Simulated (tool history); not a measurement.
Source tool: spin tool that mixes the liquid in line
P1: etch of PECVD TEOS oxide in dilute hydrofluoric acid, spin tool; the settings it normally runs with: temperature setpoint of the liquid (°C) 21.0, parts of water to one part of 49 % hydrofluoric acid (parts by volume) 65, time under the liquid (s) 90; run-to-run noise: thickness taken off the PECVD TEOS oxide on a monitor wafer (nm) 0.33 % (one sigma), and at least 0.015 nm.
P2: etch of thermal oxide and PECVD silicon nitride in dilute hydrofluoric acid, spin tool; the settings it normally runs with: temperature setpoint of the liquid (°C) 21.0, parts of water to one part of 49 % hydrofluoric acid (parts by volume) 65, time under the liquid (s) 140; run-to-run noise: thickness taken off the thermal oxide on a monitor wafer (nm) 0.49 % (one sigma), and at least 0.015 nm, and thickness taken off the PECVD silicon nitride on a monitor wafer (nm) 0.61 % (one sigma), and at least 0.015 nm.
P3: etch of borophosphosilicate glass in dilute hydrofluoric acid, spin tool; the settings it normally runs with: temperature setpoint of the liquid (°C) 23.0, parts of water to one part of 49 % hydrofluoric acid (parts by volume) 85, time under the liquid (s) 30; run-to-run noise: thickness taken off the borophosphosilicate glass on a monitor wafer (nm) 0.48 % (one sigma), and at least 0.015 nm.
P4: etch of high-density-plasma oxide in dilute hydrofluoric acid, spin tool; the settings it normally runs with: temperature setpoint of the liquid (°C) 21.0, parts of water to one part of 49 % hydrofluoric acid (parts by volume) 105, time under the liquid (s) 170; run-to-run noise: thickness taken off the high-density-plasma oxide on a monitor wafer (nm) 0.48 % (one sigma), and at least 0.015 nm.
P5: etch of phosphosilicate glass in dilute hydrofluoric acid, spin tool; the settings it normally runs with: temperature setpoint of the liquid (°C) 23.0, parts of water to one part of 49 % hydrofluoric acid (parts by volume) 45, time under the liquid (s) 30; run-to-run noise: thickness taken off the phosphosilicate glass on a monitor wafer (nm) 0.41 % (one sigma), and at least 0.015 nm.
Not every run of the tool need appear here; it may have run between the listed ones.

run,hour,process that ran,temperature setpoint of the liquid (°C),parts of water to one part of 49 % hydrofluoric acid (parts by volume),time under the liquid (s),hours since the thermometer was replaced,hours since the hydrofluoric acid flow meter was replaced,thickness taken off the PECVD TEOS oxide on a monitor wafer (nm),thickness taken off the borophosphosilicate glass on a monitor wafer (nm),thickness taken off the thermal oxide on a monitor wafer (nm),thickness taken off the PECVD silicon nitride on a monitor wafer (nm),thickness taken off the phosphosilicate glass on a monitor wafer (nm),thickness taken off the high-density-plasma oxide on a monitor wafer (nm)
1,12.6,P1,21.0,65,90,1638.8,476.5,27.5040,,,,,
2,24.8,P1,29.0,65,90,1651.0,488.7,37.9960,,,,,
3,35.1,P3,23.0,150,30,1661.3,499.0,,5.6496,,,,
4,45.7,P3,23.0,85,15,1671.9,509.6,,5.3750,,,,
5,54.1,P1,17.0,65,90,1680.3,518.0,23.1720,,,,,
6,67.5,P1,21.0,20,90,1693.7,531.4,94.7650,,,,,
7,79.2,P3,26.5,85,30,1705.4,543.1,,12.2590,,,,
8,89.2,P2,21.0,65,140,1715.4,553.1,,,9.8222,4.6547,,
9,107.9,P1,21.0,65,90,1734.1,571.8,27.4460,,,,,
10,124.0,P5,23.0,45,30,1750.2,587.9,,,,,88.460,
11,136.0,P4,21.0,105,170,1762.2,599.9,,,,,,10.8450
12,150.7,P3,23.0,85,30,1776.9,614.6,,10.5760,,,,
13,164.5,P1,27.5,65,20,1790.7,628.4,8.0092,,,,,
14,173.5,P2,21.0,65,140,1799.7,637.4,,,9.8683,4.6661,,
15,185.9,P4,21.0,50,170,1812.1,649.8,,,,,,24.2980
16,203.1,P2,21.0,115,140,1829.3,667.0,,,5.2347,2.6891,,
17,220.5,P2,26.5,65,140,1846.7,684.4,,,12.2410,6.7820,,
18,238.2,P5,23.0,65,30,1864.4,702.1,,,,,59.554,
19,253.0,P5,28.0,45,30,1879.2,716.9,,,,,107.460,
20,263.2,P1,21.0,65,15,1889.4,727.1,4.5755,,,,,
21,271.5,P4,17.0,105,170,1897.7,735.4,,,,,,9.0085
22,282.3,P1,17.0,65,40,1908.5,746.2,10.3630,,,,,
23,300.4,P2,21.0,65,235,1926.6,764.3,,,16.4460,7.8389,,
24,318.3,P5,23.0,45,60,1944.5,782.2,,,,,177.290,
25,334.1,P1,21.0,100,90,1960.3,798.0,17.2080,,,,,
26,343.5,P4,21.0,105,245,1969.7,807.4,,,,,,15.6170
27,355.7,P1,21.0,20,40,1981.9,819.6,41.9150,,,,,
28,369.7,P1,21.0,65,135,1995.9,833.6,41.1090,,,,,

The next listed run, before its measurement:
29,383.1,P1,21.0,65,90,2009.3,847.0,?,,,,,

{"run 29": {"thickness taken off the PECVD TEOS oxide on a monitor wafer (nm)": 27.486}}
